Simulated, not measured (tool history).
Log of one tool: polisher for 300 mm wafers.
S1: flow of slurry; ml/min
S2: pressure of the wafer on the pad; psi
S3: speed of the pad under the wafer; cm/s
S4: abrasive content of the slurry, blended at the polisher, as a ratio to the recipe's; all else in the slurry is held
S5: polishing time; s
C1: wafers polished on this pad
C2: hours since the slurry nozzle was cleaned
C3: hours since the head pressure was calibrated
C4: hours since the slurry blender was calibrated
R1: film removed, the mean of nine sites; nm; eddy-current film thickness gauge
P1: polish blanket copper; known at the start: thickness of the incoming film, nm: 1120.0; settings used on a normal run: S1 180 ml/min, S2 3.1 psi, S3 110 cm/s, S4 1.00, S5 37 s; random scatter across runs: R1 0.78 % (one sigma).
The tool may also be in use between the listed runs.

run    day   S1   S2   S3    S4  S5    C1     C2     C3     C4       R1
  1  0.179  180  3.1  110  1.00  37   595   89.5  809.1   33.5  140.540
  2  0.333  180  4.6  110  1.00  37   629   93.2  812.8   37.2  208.870
  3  0.462  180  3.1  110  1.25  37   657   96.3  815.9   40.3  149.790
  4  0.646  110  3.1  110  1.00  37   697  100.7  820.3   44.7  130.160
  5  0.796  180  3.1  110  1.00  37   729  104.3  823.9   48.3  142.840
  6  0.996  180  3.1  110  1.00  57   773  109.1  828.7   53.1  218.450
  7  1.162  180  3.1  158  1.40  37   809  113.1  832.7   57.1  220.210
  8  1.279  180  3.1  110  1.00  37   834  115.9  835.5   59.9  141.510
  9  1.400  180  2.1  110  1.00  37   861  118.8  838.4   62.8   96.084
 10  1.612  180  3.1   58  1.00  37   907  123.9  843.5   67.9   74.481
 11  1.792  180  4.4  110  1.25  37   946  128.2  847.8   72.2  214.540
 12  2.012  180  3.1  110  1.00  37   994  133.5  853.1   77.5  140.700
 13  2.150  180  3.1  110  1.00  20  1024  136.8  856.4   80.8   76.997
 14  2.350  270  3.1  110  1.00  37  1067  141.6  861.2   85.6  149.580
 15  2.588  180  3.1  170  1.00  37  1119  147.3  866.9   91.3  215.420
 16  2.775  180  3.1  110  1.00  37  1160  151.8  871.4   95.8  142.300
 17  2.917  180  3.1  110  0.60  37  1191  155.2  874.8   99.2  128.620
 18  3.133  180  3.1  110  1.00  37  1238  160.4  880.0  104.4  141.920
 19  3.283  180  3.1  110  1.00  37  1270  164.0  883.6  108.0  138.390
 20  3.508  180  3.1  110  1.00  37  1319  169.4  889.0  113.4  134.920
 21  3.621  180  3.1  110  1.00  37  1344  172.1  891.7  116.1  134.810
     3.742  -- worn pad replaced by a new one
 22  3.788  180  3.1  110  1.00  37    10  176.1  895.7  120.1  132.250
     3.862  -- slurry blender recalibrated
 23  3.904  180  3.1  110  1.00  37    36  178.9  898.5    1.0  131.170
 24  4.058  180  3.1  110  1.00  37    69  182.6  902.2    4.7  132.250
 25  4.183  180  3.1  110  1.00  37    96  185.6  905.2    7.7  134.080

Compared with where it was, what P1 gives has crept away. Each cause listed below fits the log as well as the rest, at the size given for it:
A: slurry flow missing at the pad, % = 35
B: head's pressure below its setpoint, % = 7.41
Creep in the process output first set in at about day 3.133.
Each remaining cause and why it is not a fit:
removal rate lost through wear of the pad, %: serviced at day 3.742, after the change had begun; the process did not return to its earlier output
abrasive missing from the slurry, %: serviced at day 3.862, after the change had begun; the process did not return to its earlier output

You are offered 4 check runs, listed below with question marks in place of their results; each one averages 2 wafers. Which run separates the listed causes by giving clearly different results for each?
check 1  4.308  180  3.1  144  1.00  37                   ?
check 2  4.308  110  3.1  110  0.75  37                   ?
check 3  4.308  180  4.0  110  1.00  37                   ?
check 4  4.308  180  4.3  110  1.00  37                   ?

Predicted outcomes, by check and by cause:
  check  result     if A     if B
check 1      R1  172.760  172.770
check 2      R1  108.710  113.440
check 3      R1  170.280  170.290
check 4      R1  183.050  183.070
How far apart the two closest causes lie, in the result that separates them most: check 1 0.01 %; check 2 4.26 %; check 3 0.01 %; check 4 0.01 %
Check 2 is the one run that separates the causes; every other check would come out nearly the same whichever cause is at work.

After running check 2, the following was obtained: R1 113.340 nm. Which cause does this point to?

The correct cause is B, namely: head's pressure below its setpoint, %.

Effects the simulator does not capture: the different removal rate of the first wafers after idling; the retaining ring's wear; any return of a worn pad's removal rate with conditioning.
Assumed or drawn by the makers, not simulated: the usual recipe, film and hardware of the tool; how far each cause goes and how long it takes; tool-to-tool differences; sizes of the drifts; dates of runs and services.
